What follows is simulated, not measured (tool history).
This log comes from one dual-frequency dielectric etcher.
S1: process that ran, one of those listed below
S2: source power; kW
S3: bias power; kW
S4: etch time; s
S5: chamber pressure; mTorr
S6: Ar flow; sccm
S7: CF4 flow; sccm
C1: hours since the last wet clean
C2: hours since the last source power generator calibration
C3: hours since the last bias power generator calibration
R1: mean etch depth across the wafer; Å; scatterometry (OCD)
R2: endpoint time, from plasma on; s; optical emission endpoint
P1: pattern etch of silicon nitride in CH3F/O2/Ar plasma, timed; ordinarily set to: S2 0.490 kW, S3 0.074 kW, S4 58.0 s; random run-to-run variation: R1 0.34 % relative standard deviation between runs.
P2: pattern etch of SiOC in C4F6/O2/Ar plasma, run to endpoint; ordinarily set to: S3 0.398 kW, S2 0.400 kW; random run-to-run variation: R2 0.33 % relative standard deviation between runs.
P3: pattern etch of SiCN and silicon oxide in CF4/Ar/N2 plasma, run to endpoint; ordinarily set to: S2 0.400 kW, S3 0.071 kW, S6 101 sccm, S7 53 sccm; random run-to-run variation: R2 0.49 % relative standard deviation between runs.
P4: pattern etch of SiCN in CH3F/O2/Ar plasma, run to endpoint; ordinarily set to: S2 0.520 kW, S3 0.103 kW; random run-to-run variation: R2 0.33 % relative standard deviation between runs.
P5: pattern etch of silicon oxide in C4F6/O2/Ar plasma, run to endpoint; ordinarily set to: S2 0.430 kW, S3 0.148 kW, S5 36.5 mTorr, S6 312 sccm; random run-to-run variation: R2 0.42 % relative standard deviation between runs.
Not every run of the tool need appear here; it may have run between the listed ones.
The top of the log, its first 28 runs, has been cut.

| run | hour | S1 | S2 | S3 | S4 | S5 | S6 | S7 | C1 | C2 | C3 | R1 | R2 |
|---|---|---|---|---|---|---|---|---|---|---|---|---|---|
| 29 | 359.9 | P5 | 0.430 | 0.111 |  | 36.5 | 312 |  | 421.6 | 808.9 | 2519.2 |  | 15.4830 |
| 30 | 374.2 | P1 | 0.600 | 0.074 | 83.0 |  |  |  | 435.9 | 823.2 | 2533.5 | 693.28 |  |
| 31 | 384.4 | P2 | 0.520 | 0.398 |  |  |  |  | 446.1 | 833.4 | 2543.7 |  | 8.5788 |
| 32 | 392.4 | P3 | 0.270 | 0.071 |  |  | 101 | 53 | 454.1 | 841.4 | 2551.7 |  | 34.7220 |
| 33 | 404.7 | P1 | 0.490 | 0.074 | 58.0 |  |  |  | 466.4 | 853.7 | 2564.0 | 449.57 |  |
| 34 | 419.0 | P1 | 0.490 | 0.074 | 58.0 |  |  |  | 480.7 | 868.0 | 2578.3 | 449.70 |  |
| 35 | 429.7 | P1 | 0.490 | 0.074 | 58.0 |  |  |  | 491.4 | 878.7 | 2589.0 | 446.73 |  |
| 36 | 447.6 | P1 | 0.490 | 0.074 | 58.0 |  |  |  | 509.3 | 896.6 | 2606.9 | 445.45 |  |
| 37 | 457.7 | P1 | 0.490 | 0.074 | 58.0 |  |  |  | 519.4 | 906.7 | 2617.0 | 444.81 |  |
| 38 | 465.9 | P1 | 0.490 | 0.074 | 58.0 |  |  |  | 527.6 | 914.9 | 2625.2 | 442.93 |  |
| 39 | 481.7 | P1 | 0.490 | 0.074 | 58.0 |  |  |  | 543.4 | 930.7 | 2641.0 | 443.70 |  |
| 40 | 494.2 | P1 | 0.490 | 0.074 | 58.0 |  |  |  | 555.9 | 943.2 | 2653.5 | 442.26 |  |
| 41 | 502.8 | P1 | 0.490 | 0.074 | 58.0 |  |  |  | 564.5 | 951.8 | 2662.1 | 442.21 |  |
| 42 | 516.6 | P1 | 0.490 | 0.074 | 58.0 |  |  |  | 578.3 | 965.6 | 2675.9 | 440.33 |  |
|  | 523.6 | wet clean of the chamber |
| 43 | 533.4 | P1 | 0.490 | 0.074 | 58.0 |  |  |  | 9.8 | 982.4 | 2692.7 | 437.47 |  |

Run 44 has not been measured yet. What should we expect?
| 44 | 548.2 | P1 | 0.490 | 0.074 | 58.0 |  |  |  | 24.6 | 997.2 | 2707.5 | ? |  |

R1: 441.87 Å
